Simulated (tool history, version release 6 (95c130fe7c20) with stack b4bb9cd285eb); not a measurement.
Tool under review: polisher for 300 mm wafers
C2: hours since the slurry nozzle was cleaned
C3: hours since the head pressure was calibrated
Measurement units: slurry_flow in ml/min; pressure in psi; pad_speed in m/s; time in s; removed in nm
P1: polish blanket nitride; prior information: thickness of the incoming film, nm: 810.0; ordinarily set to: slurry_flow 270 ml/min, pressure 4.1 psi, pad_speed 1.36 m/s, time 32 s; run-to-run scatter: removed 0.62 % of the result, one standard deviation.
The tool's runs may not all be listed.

{"run": 1, "hour": 6.9, "slurry_flow": 270, "pressure": 4.1, "pad_speed": 1.36, "time": 32, "wafers polished on this pad": 388, "C2": 593.7, "C3": 208.2, "removed": 88.029}
{"run": 2, "hour": 15.8, "slurry_flow": 350, "pressure": 4.1, "pad_speed": 2.12, "time": 32, "wafers polished on this pad": 499, "C2": 602.6, "C3": 217.1, "removed": 127.09}
{"run": 3, "hour": 26.6, "slurry_flow": 270, "pressure": 2.8, "pad_speed": 1.36, "time": 32, "wafers polished on this pad": 633, "C2": 613.4, "C3": 227.9, "removed": 59.797}
{"run": 4, "hour": 36.5, "slurry_flow": 160, "pressure": 4.1, "pad_speed": 1.36, "time": 32, "wafers polished on this pad": 757, "C2": 623.3, "C3": 237.8, "removed": 81.237}
{"run": 5, "hour": 44.8, "slurry_flow": 270, "pressure": 4.1, "pad_speed": 1.86, "time": 32, "wafers polished on this pad": 860, "C2": 631.6, "C3": 246.1, "removed": 112.39}
{"run": 6, "hour": 58.4, "slurry_flow": 270, "pressure": 4.1, "pad_speed": 1.36, "time": 32, "wafers polished on this pad": 1030, "C2": 645.2, "C3": 259.7, "removed": 86.375}
{"run": 7, "hour": 73.2, "slurry_flow": 270, "pressure": 4.1, "pad_speed": 1.36, "time": 47, "wafers polished on this pad": 1214, "C2": 660, "C3": 274.5, "removed": 129.36}
{"run": 8, "hour": 83.8, "slurry_flow": 270, "pressure": 4.1, "pad_speed": 1.36, "time": 17, "wafers polished on this pad": 1346, "C2": 670.6, "C3": 285.1, "removed": 46.803}
{"run": 9, "hour": 96.6, "slurry_flow": 270, "pressure": 6.3, "pad_speed": 1.36, "time": 32, "wafers polished on this pad": 1506, "C2": 683.4, "C3": 297.9, "removed": 135.38}
{"run": 10, "hour": 108.5, "slurry_flow": 270, "pressure": 4.1, "pad_speed": 1.36, "time": 32, "wafers polished on this pad": 1654, "C2": 695.3, "C3": 309.8, "removed": 88.336}
{"run": 11, "hour": 115.3, "slurry_flow": 415, "pressure": 4.1, "pad_speed": 1.36, "time": 32, "wafers polished on this pad": 1738, "C2": 702.1, "C3": 316.6, "removed": 91.151}
{"run": 12, "hour": 122.6, "slurry_flow": 270, "pressure": 4.1, "pad_speed": 1.36, "time": 32, "wafers polished on this pad": 1829, "C2": 709.4, "C3": 323.9, "removed": 86.881}
{"run": 13, "hour": 132.2, "slurry_flow": 270, "pressure": 2.3, "pad_speed": 1.9, "time": 32, "wafers polished on this pad": 1949, "C2": 719, "C3": 333.5, "removed": 64.412}
{"run": 14, "hour": 140.2, "slurry_flow": 270, "pressure": 4.1, "pad_speed": 0.82, "time": 42, "wafers polished on this pad": 2049, "C2": 727, "C3": 341.5, "removed": 77.294}
{"run": 15, "hour": 153.2, "slurry_flow": 270, "pressure": 4.1, "pad_speed": 0.78, "time": 32, "wafers polished on this pad": 2211, "C2": 740, "C3": 354.5, "removed": 55.482}
{"run": 16, "hour": 161.4, "slurry_flow": 270, "pressure": 4.1, "pad_speed": 1.36, "time": 32, "wafers polished on this pad": 2313, "C2": 748.2, "C3": 362.7, "removed": 87.288}
{"run": 17, "hour": 173.7, "slurry_flow": 270, "pressure": 4.1, "pad_speed": 1.36, "time": 32, "wafers polished on this pad": 2466, "C2": 760.5, "C3": 375, "removed": 88.725}

What will run 18 give?
{"run": 18, "hour": 186.4, "slurry_flow": 270, "pressure": 4.1, "pad_speed": 1.36, "time": 32, "wafers polished on this pad": 2624, "C2": 773.2, "C3": 387.7, "removed": "?"}

{"run 18": {"removed": 86.932}}
